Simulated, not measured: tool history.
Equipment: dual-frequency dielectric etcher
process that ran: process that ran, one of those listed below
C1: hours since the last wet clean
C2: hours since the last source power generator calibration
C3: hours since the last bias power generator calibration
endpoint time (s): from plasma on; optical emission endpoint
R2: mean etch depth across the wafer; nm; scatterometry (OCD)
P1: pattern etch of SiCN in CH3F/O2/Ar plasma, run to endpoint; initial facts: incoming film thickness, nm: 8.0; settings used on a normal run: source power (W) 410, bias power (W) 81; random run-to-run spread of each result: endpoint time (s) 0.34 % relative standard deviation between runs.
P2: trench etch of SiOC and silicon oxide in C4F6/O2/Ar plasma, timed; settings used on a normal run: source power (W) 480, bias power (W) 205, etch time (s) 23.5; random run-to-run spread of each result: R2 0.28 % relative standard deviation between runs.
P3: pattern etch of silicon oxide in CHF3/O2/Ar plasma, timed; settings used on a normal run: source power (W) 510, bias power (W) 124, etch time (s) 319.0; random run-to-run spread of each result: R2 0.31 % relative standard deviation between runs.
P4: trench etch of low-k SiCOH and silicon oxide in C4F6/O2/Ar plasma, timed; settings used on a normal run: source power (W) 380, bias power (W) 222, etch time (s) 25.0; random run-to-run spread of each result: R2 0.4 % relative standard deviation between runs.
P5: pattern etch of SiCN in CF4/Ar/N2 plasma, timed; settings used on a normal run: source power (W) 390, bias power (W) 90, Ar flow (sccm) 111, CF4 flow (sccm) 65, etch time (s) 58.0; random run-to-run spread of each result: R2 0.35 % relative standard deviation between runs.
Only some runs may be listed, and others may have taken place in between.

{"run": 1, "hour": 9.2, "process that ran": "P1", "source power (W)": 410, "bias power (W)": 81, "C1": 340.3, "C2": 1535.9, "C3": 1576.0, "endpoint time (s)": 20.058}
{"run": 2, "hour": 15.2, "process that ran": "P4", "source power (W)": 380, "bias power (W)": 148, "etch time (s)": 25.0, "C1": 346.3, "C2": 1541.9, "C3": 1582.0, "R2": 78.511}
{"run": 3, "hour": 24.8, "process that ran": "P2", "source power (W)": 650, "bias power (W)": 205, "etch time (s)": 23.5, "C1": 355.9, "C2": 1551.5, "C3": 1591.6, "R2": 58.621}
{"run": 4, "hour": 36.1, "process that ran": "P2", "source power (W)": 480, "bias power (W)": 205, "etch time (s)": 30.5, "C1": 367.2, "C2": 1562.8, "C3": 1602.9, "R2": 67.59}
{"run": 5, "hour": 45.6, "process that ran": "P4", "source power (W)": 380, "bias power (W)": 222, "etch time (s)": 25.0, "C1": 376.7, "C2": 1572.3, "C3": 1612.4, "R2": 88.515}
{"run": 6, "hour": 53.4, "process that ran": "P1", "source power (W)": 410, "bias power (W)": 81, "C1": 384.5, "C2": 1580.1, "C3": 1620.2, "endpoint time (s)": 20.203}
{"run": 7, "hour": 58.9, "process that ran": "P5", "source power (W)": 560, "bias power (W)": 90, "etch time (s)": 58.0, "Ar flow (sccm)": 111, "CF4 flow (sccm)": 65, "C1": 390.0, "C2": 1585.6, "C3": 1625.7, "R2": 63.572}
{"run": 8, "hour": 64.4, "process that ran": "P4", "source power (W)": 380, "bias power (W)": 222, "etch time (s)": 19.0, "C1": 395.5, "C2": 1591.1, "C3": 1631.2, "R2": 67.162}
{"run": 9, "hour": 76.2, "process that ran": "P1", "source power (W)": 520, "bias power (W)": 81, "C1": 407.3, "C2": 1602.9, "C3": 1643.0, "endpoint time (s)": 18.329}
{"run": 10, "hour": 82.2, "process that ran": "P3", "source power (W)": 510, "bias power (W)": 124, "etch time (s)": 452.0, "C1": 413.3, "C2": 1608.9, "C3": 1649.0, "R2": 746.75}
{"run": 11, "hour": 89.1, "process that ran": "P5", "source power (W)": 390, "bias power (W)": 110, "etch time (s)": 58.0, "Ar flow (sccm)": 111, "CF4 flow (sccm)": 65, "C1": 420.2, "C2": 1615.8, "C3": 1655.9, "R2": 50.015}
{"run": 12, "hour": 96.8, "process that ran": "P5", "source power (W)": 390, "bias power (W)": 90, "etch time (s)": 58.0, "Ar flow (sccm)": 111, "CF4 flow (sccm)": 89, "C1": 427.9, "C2": 1623.5, "C3": 1663.6, "R2": 48.391}
{"run": 13, "hour": 106.1, "process that ran": "P5", "source power (W)": 390, "bias power (W)": 90, "etch time (s)": 58.0, "Ar flow (sccm)": 111, "CF4 flow (sccm)": 65, "C1": 437.2, "C2": 1632.8, "C3": 1672.9, "R2": 46.449}
{"run": 14, "hour": 116.3, "process that ran": "P2", "source power (W)": 480, "bias power (W)": 205, "etch time (s)": 23.5, "C1": 447.4, "C2": 1643.0, "C3": 1683.1, "R2": 51.885}
{"run": 15, "hour": 122.2, "process that ran": "P1", "source power (W)": 330, "bias power (W)": 81, "C1": 453.3, "C2": 1648.9, "C3": 1689.0, "endpoint time (s)": 21.809}
{"run": 16, "hour": 130.5, "process that ran": "P1", "source power (W)": 410, "bias power (W)": 111, "C1": 461.6, "C2": 1657.2, "C3": 1697.3, "endpoint time (s)": 17.766}
{"run": 17, "hour": 141.6, "process that ran": "P1", "source power (W)": 410, "bias power (W)": 81, "C1": 472.7, "C2": 1668.3, "C3": 1708.4, "endpoint time (s)": 20.135}
{"run": 18, "hour": 151.9, "process that ran": "P5", "source power (W)": 390, "bias power (W)": 90, "etch time (s)": 58.0, "Ar flow (sccm)": 131, "CF4 flow (sccm)": 65, "C1": 483.0, "C2": 1678.6, "C3": 1718.7, "R2": 45.212}
{"run": 19, "hour": 159.0, "process that ran": "P5", "source power (W)": 390, "bias power (W)": 90, "etch time (s)": 71.0, "Ar flow (sccm)": 111, "CF4 flow (sccm)": 65, "C1": 490.1, "C2": 1685.7, "C3": 1725.8, "R2": 56.671}
{"run": 20, "hour": 166.0, "process that ran": "P3", "source power (W)": 510, "bias power (W)": 124, "etch time (s)": 319.0, "C1": 497.1, "C2": 1692.7, "C3": 1732.8, "R2": 525.29}
{"run": 21, "hour": 173.8, "process that ran": "P1", "source power (W)": 410, "bias power (W)": 81, "C1": 504.9, "C2": 1700.5, "C3": 1740.6, "endpoint time (s)": 20.077}
{"run": 22, "hour": 183.7, "process that ran": "P1", "source power (W)": 410, "bias power (W)": 66, "C1": 514.8, "C2": 1710.4, "C3": 1750.5, "endpoint time (s)": 21.527}
{"run": 23, "hour": 191.5, "process that ran": "P1", "source power (W)": 410, "bias power (W)": 81, "C1": 522.6, "C2": 1718.2, "C3": 1758.3, "endpoint time (s)": 20.067}
{"run": 24, "hour": 201.0, "process that ran": "P3", "source power (W)": 510, "bias power (W)": 155, "etch time (s)": 319.0, "C1": 532.1, "C2": 1727.7, "C3": 1767.8, "R2": 564.6}
{"run": 25, "hour": 212.9, "process that ran": "P3", "source power (W)": 700, "bias power (W)": 124, "etch time (s)": 319.0, "C1": 544.0, "C2": 1739.6, "C3": 1779.7, "R2": 593.27}
{"hour": 216.8, "done": "source power generator calibrated"}
{"run": 26, "hour": 222.0, "process that ran": "P2", "source power (W)": 480, "bias power (W)": 122, "etch time (s)": 23.5, "C1": 553.1, "C2": 5.3, "C3": 1788.8, "R2": 44.39}
{"run": 27, "hour": 229.2, "process that ran": "P4", "source power (W)": 250, "bias power (W)": 222, "etch time (s)": 25.0, "C1": 560.3, "C2": 12.5, "C3": 1796.0, "R2": 74.756}
{"run": 28, "hour": 240.2, "process that ran": "P1", "source power (W)": 280, "bias power (W)": 50, "C1": 571.3, "C2": 23.5, "C3": 1807.0, "endpoint time (s)": 27.366}
{"run": 29, "hour": 247.3, "process that ran": "P1", "source power (W)": 410, "bias power (W)": 81, "C1": 578.4, "C2": 30.6, "C3": 1814.1, "endpoint time (s)": 19.93}
{"run": 30, "hour": 255.1, "process that ran": "P1", "source power (W)": 410, "bias power (W)": 81, "C1": 586.2, "C2": 38.4, "C3": 1821.9, "endpoint time (s)": 19.995}
{"run": 31, "hour": 260.5, "process that ran": "P1", "source power (W)": 410, "bias power (W)": 81, "C1": 591.6, "C2": 43.8, "C3": 1827.3, "endpoint time (s)": 19.899}
{"run": 32, "hour": 266.0, "process that ran": "P1", "source power (W)": 410, "bias power (W)": 81, "C1": 597.1, "C2": 49.3, "C3": 1832.8, "endpoint time (s)": 19.778}
{"run": 33, "hour": 276.7, "process that ran": "P1", "source power (W)": 410, "bias power (W)": 81, "C1": 607.8, "C2": 60.0, "C3": 1843.5, "endpoint time (s)": 19.775}
{"hour": 278.4, "done": "wet clean of the chamber"}
{"run": 34, "hour": 282.8, "process that ran": "P1", "source power (W)": 410, "bias power (W)": 81, "C1": 4.4, "C2": 66.1, "C3": 1849.6, "endpoint time (s)": 19.693}
{"run": 35, "hour": 293.9, "process that ran": "P1", "source power (W)": 410, "bias power (W)": 81, "C1": 15.5, "C2": 77.2, "C3": 1860.7, "endpoint time (s)": 19.725}
{"run": 36, "hour": 302.5, "process that ran": "P1", "source power (W)": 410, "bias power (W)": 81, "C1": 24.1, "C2": 85.8, "C3": 1869.3, "endpoint time (s)": 19.721}
{"run": 37, "hour": 312.8, "process that ran": "P1", "source power (W)": 410, "bias power (W)": 81, "C1": 34.4, "C2": 96.1, "C3": 1879.6, "endpoint time (s)": 19.704}
{"run": 38, "hour": 318.6, "process that ran": "P1", "source power (W)": 410, "bias power (W)": 81, "C1": 40.2, "C2": 101.9, "C3": 1885.4, "endpoint time (s)": 19.796}

The log shows P1 creeping away from where it was. Any of the 2 causes listed here, at the size stated for it, fits the log just as well as the others:
A: bias power that arrives over what is set, % = 4.76
B: source power that arrives over what is set, % = 4.63
The gradual shift began around hour 247.3.
Why every other cause is out:
chamber walls in a state that raises the etch rate, %: serviced at hour 278.4, after the change had begun; the process did not return to its earlier output

Below are 4 check runs, each averaged over 2 wafers, with their results shown as question marks. Which of them would give clearly different results depending on which cause is behind the drift?
{"run": "check 1", "hour": 324.4, "process that ran": "P2", "source power (W)": 480, "bias power (W)": 205, "etch time (s)": 23.5, "R2": "?"}
{"run": "check 2", "hour": 324.4, "process that ran": "P3", "source power (W)": 510, "bias power (W)": 124, "etch time (s)": 319.0, "R2": "?"}
{"run": "check 3", "hour": 324.4, "process that ran": "P4", "source power (W)": 380, "bias power (W)": 222, "etch time (s)": 25.0, "R2": "?"}
{"run": "check 4", "hour": 324.4, "process that ran": "P5", "source power (W)": 390, "bias power (W)": 90, "etch time (s)": 58.0, "Ar flow (sccm)": 111, "CF4 flow (sccm)": 65, "R2": "?"}

What each check would give under each cause:
check=check_1 result=R2 if_A=52.699 if_B=52.833
check=check_2 result=R2 if_A=534.130 if_B=535.720
check=check_3 result=R2 if_A=89.904 if_B=90.078
check=check_4 result=R2 if_A=47.173 if_B=48.216
How far apart the two closest causes lie, in the result that separates them most: check 1 0.26 %; check 2 0.3 %; check 3 0.19 %; check 4 2.19 %
Check 4 distinguishes between the causes, while the remaining checks would return nearly the same result for all of them.

Check 4 was carried out, with these results: R2 48.237 nm. Which of the listed causes is responsible?

B is the cause: source power that arrives over what is set, %.

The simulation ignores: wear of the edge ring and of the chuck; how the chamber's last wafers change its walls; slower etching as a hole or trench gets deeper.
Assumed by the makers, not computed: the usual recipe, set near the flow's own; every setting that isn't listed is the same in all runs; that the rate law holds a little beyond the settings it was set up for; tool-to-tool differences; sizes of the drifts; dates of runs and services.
